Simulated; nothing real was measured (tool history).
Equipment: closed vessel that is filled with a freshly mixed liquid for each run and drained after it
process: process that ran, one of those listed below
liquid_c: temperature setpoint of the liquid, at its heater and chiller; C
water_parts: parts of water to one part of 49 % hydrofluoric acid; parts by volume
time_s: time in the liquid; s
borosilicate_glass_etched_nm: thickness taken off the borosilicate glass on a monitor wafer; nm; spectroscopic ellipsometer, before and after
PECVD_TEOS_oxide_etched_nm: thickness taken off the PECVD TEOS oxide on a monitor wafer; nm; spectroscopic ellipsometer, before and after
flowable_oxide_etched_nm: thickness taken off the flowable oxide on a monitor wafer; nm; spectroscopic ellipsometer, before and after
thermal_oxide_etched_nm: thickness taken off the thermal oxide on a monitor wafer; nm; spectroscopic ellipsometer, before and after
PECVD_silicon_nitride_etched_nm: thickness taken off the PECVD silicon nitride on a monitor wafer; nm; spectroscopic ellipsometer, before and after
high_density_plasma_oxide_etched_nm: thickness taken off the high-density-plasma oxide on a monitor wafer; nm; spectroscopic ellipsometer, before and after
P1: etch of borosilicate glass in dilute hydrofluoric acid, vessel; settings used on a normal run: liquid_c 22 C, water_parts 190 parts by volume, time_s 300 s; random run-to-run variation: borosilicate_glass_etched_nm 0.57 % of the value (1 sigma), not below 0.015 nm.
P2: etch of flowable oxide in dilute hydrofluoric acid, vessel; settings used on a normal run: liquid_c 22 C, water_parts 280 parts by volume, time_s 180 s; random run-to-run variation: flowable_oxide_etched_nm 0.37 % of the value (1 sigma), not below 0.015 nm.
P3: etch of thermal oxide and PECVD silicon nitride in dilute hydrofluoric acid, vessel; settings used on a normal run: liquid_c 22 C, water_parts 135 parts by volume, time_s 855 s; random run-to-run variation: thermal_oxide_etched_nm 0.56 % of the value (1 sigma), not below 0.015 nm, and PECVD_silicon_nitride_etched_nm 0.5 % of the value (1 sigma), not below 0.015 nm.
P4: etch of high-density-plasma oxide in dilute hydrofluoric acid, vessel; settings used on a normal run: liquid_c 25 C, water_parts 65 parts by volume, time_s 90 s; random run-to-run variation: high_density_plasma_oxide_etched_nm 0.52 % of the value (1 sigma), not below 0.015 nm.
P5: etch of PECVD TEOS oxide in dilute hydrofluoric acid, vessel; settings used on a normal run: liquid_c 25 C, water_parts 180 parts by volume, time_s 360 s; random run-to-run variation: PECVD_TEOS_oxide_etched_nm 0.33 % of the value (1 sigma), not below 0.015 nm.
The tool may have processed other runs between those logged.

run,day,process,liquid_c,water_parts,time_s,hours since the thermometer was replaced,hours since the hydrofluoric acid flow meter was replaced,borosilicate_glass_etched_nm,PECVD_TEOS_oxide_etched_nm,flowable_oxide_etched_nm,thermal_oxide_etched_nm,PECVD_silicon_nitride_etched_nm,high_density_plasma_oxide_etched_nm
1,0.183,P1,22,190,300,556.2,1181.2,22.622,,,,,
2,0.488,P5,25,180,360,563.5,1188.5,,37.32,,,,
3,0.821,P1,22,190,300,571.5,1196.5,22.214,,,,,
4,1.025,P2,22,280,180,576.4,1201.4,,,16.938,,,
5,1.221,P2,22,280,325,581.1,1206.1,,,30.062,,,
6,1.6,P3,22,135,855,590.2,1215.2,,,,25.95,9.4971,
7,1.892,P3,22,230,855,597.2,1222.2,,,,13.862,5.638,
8,2.154,P3,22,135,150,603.5,1228.5,,,,4.5639,1.6427,
9,2.338,P1,22,50,300,607.9,1232.9,100.31,,,,,
10,2.712,P5,25,280,360,616.9,1241.9,,21.493,,,,
11,2.925,P2,17,280,180,622,1247,,,13.935,,,
# day 3.138: thermometer replaced
12,3.192,P5,25,180,610,1.3,1253.4,,63.077,,,,
13,3.467,P1,22,190,300,7.9,1260,22.581,,,,,
14,3.692,P1,17,120,300,13.3,1265.4,31.304,,,,,
15,4.029,P2,22,280,180,21.4,1273.5,,,16.735,,,
16,4.229,P4,25,65,90,26.2,1278.3,,,,,,10.196
17,4.492,P1,17,190,300,32.5,1284.6,18.215,,,,,
18,4.783,P1,22,190,445,39.5,1291.6,33.22,,,,,
19,4.975,P1,22,275,515,44.1,1296.2,24.527,,,,,
20,5.179,P1,22,190,85,49,1301.1,6.3228,,,,,
21,5.529,P5,17.5,180,360,57.4,1309.5,,27.983,,,,
22,5.775,P1,28.5,190,300,63.3,1315.4,28.27,,,,,
23,6.083,P4,20,65,90,70.7,1322.8,,,,,,8.3409
24,6.433,P2,22,140,180,79.1,1331.2,,,38.587,,,
25,6.783,P4,25,65,150,87.5,1339.6,,,,,,17.161
26,7.096,P1,22,320,300,95,1347.1,11.802,,,,,
27,7.35,P1,17.5,190,570,101.1,1353.2,35.656,,,,,
28,7.654,P4,25,105,90,108.4,1360.5,,,,,,6.0105
29,8.008,P1,22,190,300,116.9,1369,22.277,,,,,
30,8.333,P3,28.5,135,855,124.7,1376.8,,,,33.473,14.553,

What will run 31 give?
31,8.621,P1,22,190,300,131.6,1383.7,?,,,,,

borosilicate_glass_etched_nm: 22.61 nm

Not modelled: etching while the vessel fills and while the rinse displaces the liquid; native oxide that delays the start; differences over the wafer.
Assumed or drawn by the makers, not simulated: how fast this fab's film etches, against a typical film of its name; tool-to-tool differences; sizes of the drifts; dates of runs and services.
